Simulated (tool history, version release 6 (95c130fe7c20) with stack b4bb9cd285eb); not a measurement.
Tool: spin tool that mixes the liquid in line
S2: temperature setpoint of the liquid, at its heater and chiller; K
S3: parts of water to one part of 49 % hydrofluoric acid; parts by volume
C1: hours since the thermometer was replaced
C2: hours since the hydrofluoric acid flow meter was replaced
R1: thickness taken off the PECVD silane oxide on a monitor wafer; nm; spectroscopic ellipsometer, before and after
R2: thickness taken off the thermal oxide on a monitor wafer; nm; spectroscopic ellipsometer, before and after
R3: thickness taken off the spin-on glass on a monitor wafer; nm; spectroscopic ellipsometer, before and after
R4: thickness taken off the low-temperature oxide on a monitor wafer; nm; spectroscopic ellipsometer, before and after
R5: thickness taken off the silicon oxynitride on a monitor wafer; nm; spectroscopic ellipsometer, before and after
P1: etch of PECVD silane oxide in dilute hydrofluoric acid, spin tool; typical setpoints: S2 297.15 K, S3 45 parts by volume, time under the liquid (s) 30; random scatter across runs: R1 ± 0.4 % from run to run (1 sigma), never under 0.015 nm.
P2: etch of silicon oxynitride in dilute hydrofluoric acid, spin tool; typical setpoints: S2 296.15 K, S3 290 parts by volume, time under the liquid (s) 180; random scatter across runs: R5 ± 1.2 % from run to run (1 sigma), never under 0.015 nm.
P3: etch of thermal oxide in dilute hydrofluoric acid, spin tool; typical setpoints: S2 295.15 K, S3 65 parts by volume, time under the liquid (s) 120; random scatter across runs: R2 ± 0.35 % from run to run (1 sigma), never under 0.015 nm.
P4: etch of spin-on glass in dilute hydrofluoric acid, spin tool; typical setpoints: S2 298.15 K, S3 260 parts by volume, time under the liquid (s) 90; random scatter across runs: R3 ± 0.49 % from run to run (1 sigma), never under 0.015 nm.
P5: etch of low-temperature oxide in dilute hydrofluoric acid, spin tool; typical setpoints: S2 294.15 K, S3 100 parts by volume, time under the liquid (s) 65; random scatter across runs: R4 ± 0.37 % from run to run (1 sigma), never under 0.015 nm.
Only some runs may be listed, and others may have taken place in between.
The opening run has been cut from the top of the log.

{"run": 2, "hour": 23.6, "process that ran": "P3", "S2": 295.15, "S3": 65, "time under the liquid (s)": 120, "C1": 959.8, "C2": 466.9, "R2": 7.9905}
{"run": 3, "hour": 32.8, "process that ran": "P4", "S2": 298.15, "S3": 260, "time under the liquid (s)": 90, "C1": 969, "C2": 476.1, "R3": 7.6897}
{"run": 4, "hour": 45.2, "process that ran": "P4", "S2": 298.15, "S3": 260, "time under the liquid (s)": 90, "C1": 981.4, "C2": 488.5, "R3": 7.6512}
{"run": 5, "hour": 57.9, "process that ran": "P4", "S2": 303.65, "S3": 260, "time under the liquid (s)": 90, "C1": 994.1, "C2": 501.2, "R3": 9.1882}
{"run": 6, "hour": 72.7, "process that ran": "P3", "S2": 295.15, "S3": 85, "time under the liquid (s)": 120, "C1": 1008.9, "C2": 516, "R2": 5.9229}
{"run": 7, "hour": 86.9, "process that ran": "P5", "S2": 290.15, "S3": 100, "time under the liquid (s)": 65, "C1": 1023.1, "C2": 530.2, "R4": 7.5908}
{"run": 8, "hour": 100.0, "process that ran": "P1", "S2": 297.15, "S3": 45, "time under the liquid (s)": 30, "C1": 1036.2, "C2": 543.3, "R1": 12.235}
{"run": 9, "hour": 114.5, "process that ran": "P5", "S2": 294.15, "S3": 100, "time under the liquid (s)": 65, "C1": 1050.7, "C2": 557.8, "R4": 8.9594}
{"run": 10, "hour": 127.5, "process that ran": "P4", "S2": 298.15, "S3": 260, "time under the liquid (s)": 35, "C1": 1063.7, "C2": 570.8, "R3": 2.9934}
{"run": 11, "hour": 134.9, "process that ran": "P5", "S2": 294.15, "S3": 45, "time under the liquid (s)": 65, "C1": 1071.1, "C2": 578.2, "R4": 21.32}
{"run": 12, "hour": 144.9, "process that ran": "P2", "S2": 296.15, "S3": 290, "time under the liquid (s)": 180, "C1": 1081.1, "C2": 588.2, "R5": 1.9317}
{"run": 13, "hour": 159.6, "process that ran": "P2", "S2": 296.15, "S3": 290, "time under the liquid (s)": 295, "C1": 1095.8, "C2": 602.9, "R5": 3.1552}
{"run": 14, "hour": 175.9, "process that ran": "P2", "S2": 296.15, "S3": 290, "time under the liquid (s)": 180, "C1": 1112.1, "C2": 619.2, "R5": 1.9907}
{"run": 15, "hour": 188.6, "process that ran": "P3", "S2": 299.65, "S3": 65, "time under the liquid (s)": 120, "C1": 1124.8, "C2": 631.9, "R2": 9.5347}
{"run": 16, "hour": 205.1, "process that ran": "P1", "S2": 290.15, "S3": 45, "time under the liquid (s)": 15, "C1": 1141.3, "C2": 648.4, "R1": 4.5291}
{"run": 17, "hour": 212.6, "process that ran": "P1", "S2": 301.65, "S3": 45, "time under the liquid (s)": 30, "C1": 1148.8, "C2": 655.9, "R1": 14.802}
{"run": 18, "hour": 226.8, "process that ran": "P1", "S2": 297.15, "S3": 45, "time under the liquid (s)": 15, "C1": 1163, "C2": 670.1, "R1": 6.1921}
{"run": 19, "hour": 234.0, "process that ran": "P1", "S2": 292.15, "S3": 45, "time under the liquid (s)": 50, "C1": 1170.2, "C2": 677.3, "R1": 16.59}
{"run": 20, "hour": 248.2, "process that ran": "P3", "S2": 295.15, "S3": 65, "time under the liquid (s)": 25, "C1": 1184.4, "C2": 691.5, "R2": 1.6807}
{"run": 21, "hour": 262.8, "process that ran": "P4", "S2": 298.15, "S3": 395, "time under the liquid (s)": 90, "C1": 1199, "C2": 706.1, "R3": 4.4288}
{"run": 22, "hour": 279.0, "process that ran": "P1", "S2": 291.15, "S3": 45, "time under the liquid (s)": 30, "C1": 1215.2, "C2": 722.3, "R1": 9.5603}
{"run": 23, "hour": 292.4, "process that ran": "P2", "S2": 296.15, "S3": 490, "time under the liquid (s)": 180, "C1": 1228.6, "C2": 735.7, "R5": 1.012}
{"run": 24, "hour": 301.2, "process that ran": "P1", "S2": 297.15, "S3": 45, "time under the liquid (s)": 45, "C1": 1237.4, "C2": 744.5, "R1": 18.494}
{"run": 25, "hour": 313.4, "process that ran": "P1", "S2": 297.15, "S3": 45, "time under the liquid (s)": 30, "C1": 1249.6, "C2": 756.7, "R1": 12.33}
{"run": 26, "hour": 325.1, "process that ran": "P1", "S2": 297.15, "S3": 65, "time under the liquid (s)": 30, "C1": 1261.3, "C2": 768.4, "R1": 8.2968}

Predict the results of run 27:
{"run": 27, "hour": 336.2, "process that ran": "P2", "S2": 291.15, "S3": 290, "time under the liquid (s)": 180, "C1": 1272.4, "C2": 779.5, "R5": "?"}

Run 27 yielded R5 1.4951 nm.
